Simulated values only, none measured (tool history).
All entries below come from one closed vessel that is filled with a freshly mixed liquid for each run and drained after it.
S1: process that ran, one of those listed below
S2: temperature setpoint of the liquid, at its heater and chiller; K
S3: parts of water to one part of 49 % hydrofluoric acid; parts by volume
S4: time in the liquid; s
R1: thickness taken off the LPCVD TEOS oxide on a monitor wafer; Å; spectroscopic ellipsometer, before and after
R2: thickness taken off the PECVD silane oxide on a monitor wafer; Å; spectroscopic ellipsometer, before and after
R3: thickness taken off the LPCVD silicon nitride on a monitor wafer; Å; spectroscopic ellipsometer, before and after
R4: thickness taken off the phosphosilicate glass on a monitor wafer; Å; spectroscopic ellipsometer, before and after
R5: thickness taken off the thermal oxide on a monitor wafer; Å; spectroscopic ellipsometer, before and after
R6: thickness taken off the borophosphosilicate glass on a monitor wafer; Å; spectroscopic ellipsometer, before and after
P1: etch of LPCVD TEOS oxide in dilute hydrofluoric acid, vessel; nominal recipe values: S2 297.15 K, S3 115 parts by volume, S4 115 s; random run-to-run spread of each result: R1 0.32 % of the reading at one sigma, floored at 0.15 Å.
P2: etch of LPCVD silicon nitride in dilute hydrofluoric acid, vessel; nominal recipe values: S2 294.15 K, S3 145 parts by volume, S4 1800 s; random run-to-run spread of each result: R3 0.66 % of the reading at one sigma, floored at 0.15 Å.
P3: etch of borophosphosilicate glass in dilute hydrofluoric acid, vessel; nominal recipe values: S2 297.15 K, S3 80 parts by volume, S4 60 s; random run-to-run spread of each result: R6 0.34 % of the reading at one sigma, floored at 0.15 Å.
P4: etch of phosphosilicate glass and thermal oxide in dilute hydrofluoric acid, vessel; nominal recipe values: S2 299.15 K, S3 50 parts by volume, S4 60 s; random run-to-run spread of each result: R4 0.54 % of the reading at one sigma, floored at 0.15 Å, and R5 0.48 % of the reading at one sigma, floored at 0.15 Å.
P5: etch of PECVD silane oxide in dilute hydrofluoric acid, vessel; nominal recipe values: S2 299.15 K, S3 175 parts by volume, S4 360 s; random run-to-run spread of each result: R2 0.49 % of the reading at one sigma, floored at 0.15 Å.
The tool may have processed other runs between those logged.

Run 1, hour 12.8: S1 P1, S2 297.15 K, S3 115 parts by volume, S4 115 s. Result: R1 542.76 Å.
Run 2, hour 26.2: S1 P5, S2 306.65 K, S3 175 parts by volume, S4 360 s. Result: R2 553.62 Å.
Run 3, hour 39.1: S1 P2, S2 294.15 K, S3 145 parts by volume, S4 3290 s. Result: R3 77.676 Å.
Run 4, hour 56.0: S1 P2, S2 294.15 K, S3 145 parts by volume, S4 1800 s. Result: R3 42.281 Å.
Run 5, hour 66.6: S1 P1, S2 297.15 K, S3 115 parts by volume, S4 30 s. Result: R1 141.90 Å.
At hour 73.2: thermometer replaced.
Run 6, hour 84.5: S1 P4, S2 299.15 K, S3 50 parts by volume, S4 60 s. Result: R4 1196.20 Å, R5 72.885 Å.
Run 7, hour 95.4: S1 P1, S2 297.15 K, S3 115 parts by volume, S4 115 s. Result: R1 542.47 Å.
Run 8, hour 106.6: S1 P1, S2 290.15 K, S3 115 parts by volume, S4 200 s. Result: R1 710.75 Å.
Run 9, hour 116.0: S1 P2, S2 290.15 K, S3 145 parts by volume, S4 1800 s. Result: R3 32.220 Å.
Run 10, hour 131.0: S1 P3, S2 297.15 K, S3 80 parts by volume, S4 60 s. Result: R6 318.19 Å.
Run 11, hour 144.2: S1 P1, S2 297.15 K, S3 115 parts by volume, S4 200 s. Result: R1 937.50 Å.
Run 12, hour 156.7: S1 P1, S2 297.15 K, S3 60 parts by volume, S4 115 s. Result: R1 1108.20 Å.
Run 13, hour 174.2: S1 P2, S2 294.15 K, S3 235 parts by volume, S4 1800 s. Result: R3 26.122 Å.
Run 14, hour 188.4: S1 P3, S2 305.15 K, S3 80 parts by volume, S4 60 s. Result: R6 432.92 Å.
Run 15, hour 196.9: S1 P3, S2 297.15 K, S3 125 parts by volume, S4 60 s. Result: R6 192.63 Å.
Run 16, hour 208.8: S1 P1, S2 297.15 K, S3 185 parts by volume, S4 115 s. Result: R1 310.90 Å.
Run 17, hour 222.4: S1 P3, S2 297.15 K, S3 80 parts by volume, S4 60 s. Result: R6 317.93 Å.
Run 18, hour 236.2: S1 P4, S2 299.15 K, S3 20 parts by volume, S4 60 s. Result: R4 3138.70 Å, R5 186.910 Å.
Run 19, hour 246.6: S1 P5, S2 299.15 K, S3 175 parts by volume, S4 360 s. Result: R2 423.00 Å.
At hour 255.8: hydrofluoric acid flow meter replaced.
Run 20, hour 263.9: S1 P1, S2 297.15 K, S3 115 parts by volume, S4 115 s. Result: R1 544.09 Å.
Run 21, hour 275.1: S1 P1, S2 291.15 K, S3 115 parts by volume, S4 115 s. Result: R1 428.97 Å.
Run 22, hour 287.3: S1 P1, S2 297.15 K, S3 115 parts by volume, S4 115 s. Result: R1 543.44 Å.
Run 23, hour 301.6: S1 P3, S2 297.15 K, S3 80 parts by volume, S4 105 s. Result: R6 556.16 Å.
Run 24, hour 314.9: S1 P4, S2 294.15 K, S3 50 parts by volume, S4 60 s. Result: R4 976.49 Å, R5 58.950 Å.
Run 25, hour 332.6: S1 P1, S2 302.65 K, S3 115 parts by volume, S4 115 s. Result: R1 668.97 Å.
Run 26, hour 343.7: S1 P5, S2 299.15 K, S3 70 parts by volume, S4 360 s. Result: R2 1210.50 Å.
Run 27, hour 355.1: S1 P5, S2 299.15 K, S3 175 parts by volume, S4 685 s. Result: R2 800.95 Å.
Run 28, hour 371.6: S1 P4, S2 299.15 K, S3 50 parts by volume, S4 60 s. Result: R4 1194.50 Å, R5 72.465 Å.
Run 29, hour 381.7: S1 P4, S2 299.15 K, S3 50 parts by volume, S4 30 s. Result: R4 596.09 Å, R5 36.173 Å.
Run 30, hour 392.3: S1 P1, S2 297.15 K, S3 115 parts by volume, S4 115 s. Result: R1 540.60 Å.
Run 31, hour 407.6: S1 P1, S2 297.15 K, S3 115 parts by volume, S4 115 s. Result: R1 527.13 Å.
Run 32, hour 415.5: S1 P1, S2 297.15 K, S3 115 parts by volume, S4 115 s. Result: R1 522.37 Å.
Run 33, hour 424.5: S1 P1, S2 297.15 K, S3 115 parts by volume, S4 115 s. Result: R1 515.88 Å.
Run 34, hour 438.5: S1 P1, S2 297.15 K, S3 115 parts by volume, S4 115 s. Result: R1 516.46 Å.
Run 35, hour 455.6: S1 P1, S2 297.15 K, S3 115 parts by volume, S4 115 s. Result: R1 512.77 Å.
Run 36, hour 465.7: S1 P1, S2 297.15 K, S3 115 parts by volume, S4 115 s. Result: R1 511.61 Å.
Run 37, hour 473.6: S1 P1, S2 297.15 K, S3 115 parts by volume, S4 115 s. Result: R1 508.23 Å.
Run 38, hour 484.5: S1 P1, S2 297.15 K, S3 115 parts by volume, S4 115 s. Result: R1 510.82 Å.

P1 has crept away from where it was. The log is fitted equally well by each of these 2 causes, at the sizes shown:
A: liquid colder than its thermometer reads (K) = 1.5
B: hydrofluoric acid flow below the setpoint (%) = 5.03
The gradual shift began around hour 392.3.

Of the 4 check runs below, each run on 2 wafers with the results averaged and each result still a question mark, which one would tell the listed causes apart?
Run check 1, hour 495.4: S1 P3, S2 297.15 K, S3 80 parts by volume, S4 60 s. Result: R6 ?.
Run check 2, hour 495.4: S1 P2, S2 294.15 K, S3 145 parts by volume, S4 1800 s. Result: R3 ?.
Run check 3, hour 495.4: S1 P4, S2 299.15 K, S3 50 parts by volume, S4 60 s. Result: R4 ?, R5 ?.
Run check 4, hour 495.4: S1 P5, S2 299.15 K, S3 175 parts by volume, S4 360 s. Result: R2 ?.

Expected result of each check under each candidate cause:
  check  result     if A     if B
check 1      R6   299.68   300.79
check 2      R3   38.148   40.092
check 3      R4  1127.40  1134.00
check 3      R5   67.806   68.200
check 4      R2   402.26   399.58
Minimum pairwise separation of causes per check, each pair taken at its best-separating result: check 1 0.37 %; check 2 4.97 %; check 3 0.58 %; check 4 0.67 %
Check 2 is the one run that separates the causes; every other check would come out nearly the same whichever cause is at work.

Check 2 was then run and gave: R3 38.354 Å. Which cause is it?

The correct cause is A, namely: liquid colder than its thermometer reads (K).

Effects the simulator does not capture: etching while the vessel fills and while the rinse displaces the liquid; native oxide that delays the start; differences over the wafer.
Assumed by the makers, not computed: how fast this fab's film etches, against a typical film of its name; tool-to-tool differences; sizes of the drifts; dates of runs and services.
